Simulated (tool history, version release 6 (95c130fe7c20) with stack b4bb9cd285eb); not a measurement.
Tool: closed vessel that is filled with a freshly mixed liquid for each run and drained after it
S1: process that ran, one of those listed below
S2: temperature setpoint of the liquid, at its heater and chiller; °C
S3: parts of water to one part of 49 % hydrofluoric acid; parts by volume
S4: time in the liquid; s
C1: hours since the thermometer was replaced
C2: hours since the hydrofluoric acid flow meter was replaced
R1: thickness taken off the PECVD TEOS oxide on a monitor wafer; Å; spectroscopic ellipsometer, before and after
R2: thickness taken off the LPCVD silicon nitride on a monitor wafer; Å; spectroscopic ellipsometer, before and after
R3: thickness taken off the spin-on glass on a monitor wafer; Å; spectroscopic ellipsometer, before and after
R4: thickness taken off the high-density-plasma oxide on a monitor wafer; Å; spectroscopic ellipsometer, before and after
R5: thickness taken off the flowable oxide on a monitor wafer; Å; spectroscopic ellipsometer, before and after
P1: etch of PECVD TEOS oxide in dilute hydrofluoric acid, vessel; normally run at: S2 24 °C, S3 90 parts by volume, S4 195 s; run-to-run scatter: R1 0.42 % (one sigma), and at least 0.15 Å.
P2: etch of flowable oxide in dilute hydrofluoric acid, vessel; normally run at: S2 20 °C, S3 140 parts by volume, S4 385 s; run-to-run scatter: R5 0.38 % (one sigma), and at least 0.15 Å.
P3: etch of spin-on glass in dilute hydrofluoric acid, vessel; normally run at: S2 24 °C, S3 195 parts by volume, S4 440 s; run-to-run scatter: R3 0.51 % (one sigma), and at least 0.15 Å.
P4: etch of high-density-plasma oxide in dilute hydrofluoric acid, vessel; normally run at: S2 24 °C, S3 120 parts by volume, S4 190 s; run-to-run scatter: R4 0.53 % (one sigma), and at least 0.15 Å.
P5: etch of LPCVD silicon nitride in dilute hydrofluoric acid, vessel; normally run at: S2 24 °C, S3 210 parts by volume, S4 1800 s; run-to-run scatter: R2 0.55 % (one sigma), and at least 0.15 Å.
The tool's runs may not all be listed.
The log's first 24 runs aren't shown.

run     day  S1    S2   S3    S4     C1     C2      R1      R2     R3      R4      R5
 25   7.162  P1    24  125   195  672.2  626.6  263.17
 26   7.496  P2    20  140   385  680.2  634.6                                 491.55
 27   7.729  P5    20  210  1800  685.8  640.2          30.267
 28   8.121  P4  29.5  120   190  695.2  649.6                         100.63
 29   8.317  P2    20  250   385  699.9  654.3                                 248.35
 30   8.512  P3    30  195   440  704.6    659                  593.8
 31   8.717  P2  25.5  140   385  709.5  663.9                                 606.57
 32   8.979  P1    24   90   195  715.8  670.2  379.52
 33   9.246  P1    24   90   195  722.2  676.6  373.59
 34   9.471  P1    24   90   195  727.6    682  369.53
 35   9.733  P1    24   90   195  733.9  688.3  364.13
 36   9.912  P1    24   90   195  738.2  692.6  361.91
 37  10.192  P1    24   90   195  744.9  699.3  361.21
 38  10.579  P1    24   90   195  754.2  708.6  361.65
 39  10.825  P1    24   90   195  760.1  714.5  357.92

Forecast run 40:
 40  11.038  P1  24  90  195  765.2  719.6   ?

{"run 40": {"R1": 359.93}}

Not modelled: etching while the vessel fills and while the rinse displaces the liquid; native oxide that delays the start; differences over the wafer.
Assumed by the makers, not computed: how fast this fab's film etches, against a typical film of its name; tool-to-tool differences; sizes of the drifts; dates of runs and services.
